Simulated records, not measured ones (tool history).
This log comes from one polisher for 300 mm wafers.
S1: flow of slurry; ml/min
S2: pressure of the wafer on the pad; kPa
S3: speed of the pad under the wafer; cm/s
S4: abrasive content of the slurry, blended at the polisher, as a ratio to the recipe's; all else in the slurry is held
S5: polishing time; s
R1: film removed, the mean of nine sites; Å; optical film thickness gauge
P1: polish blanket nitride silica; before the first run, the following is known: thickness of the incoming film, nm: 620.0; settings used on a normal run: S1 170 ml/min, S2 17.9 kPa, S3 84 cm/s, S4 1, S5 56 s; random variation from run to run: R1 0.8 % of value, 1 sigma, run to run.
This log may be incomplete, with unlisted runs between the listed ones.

run,hour,S1,S2,S3,S4,S5,R1
1,12.2,170,17.9,84,1,56,272.76
2,22.8,170,17.9,128,1,56,374.77
# hour 31.6: head pressure recalibrated
3,32.1,170,9.7,112,1,56,184.16
4,37.8,170,17.9,84,1,56,267.54
# hour 38.6: slurry nozzle cleaned
5,46,170,17.9,84,1,88,423.86
6,54.2,170,17.9,84,0.5,56,185.71
7,62.5,170,17.9,84,1,56,267.36
8,69.7,170,17.9,84,1,56,266.46
9,78.1,170,23.4,84,1,56,351.98
10,83.6,170,13.1,84,1,56,195.38
11,89.8,170,17.9,84,1,29,138.96
12,97.7,170,17.9,84,1,56,265.04
13,104.6,170,17.9,38,1,56,143.25
14,113.5,230,17.9,84,1,56,279.78
15,124.2,100,17.9,84,1,56,241.18
16,136.3,170,17.9,84,1.3,56,300.46
17,144.7,130,13.1,84,1,56,188.74
18,154.9,170,17.9,114,1.45,56,403.03
19,162.1,170,17.9,84,1,56,265.05
20,174,170,17.9,84,1,56,248.65
21,184.4,170,17.9,84,1,56,238.21
# hour 189.8: head pressure recalibrated
# hour 195.7: conditioning disc replaced and pad reconditioned
22,195.8,170,17.9,84,1,56,236.06
# hour 204.5: slurry nozzle cleaned
23,204.9,170,17.9,84,1,56,233.94

Run 24, settings as shown, results not yet in. Your forecast:
24,212.9,170,17.9,84,1,56,?

R1: 234.88 Å

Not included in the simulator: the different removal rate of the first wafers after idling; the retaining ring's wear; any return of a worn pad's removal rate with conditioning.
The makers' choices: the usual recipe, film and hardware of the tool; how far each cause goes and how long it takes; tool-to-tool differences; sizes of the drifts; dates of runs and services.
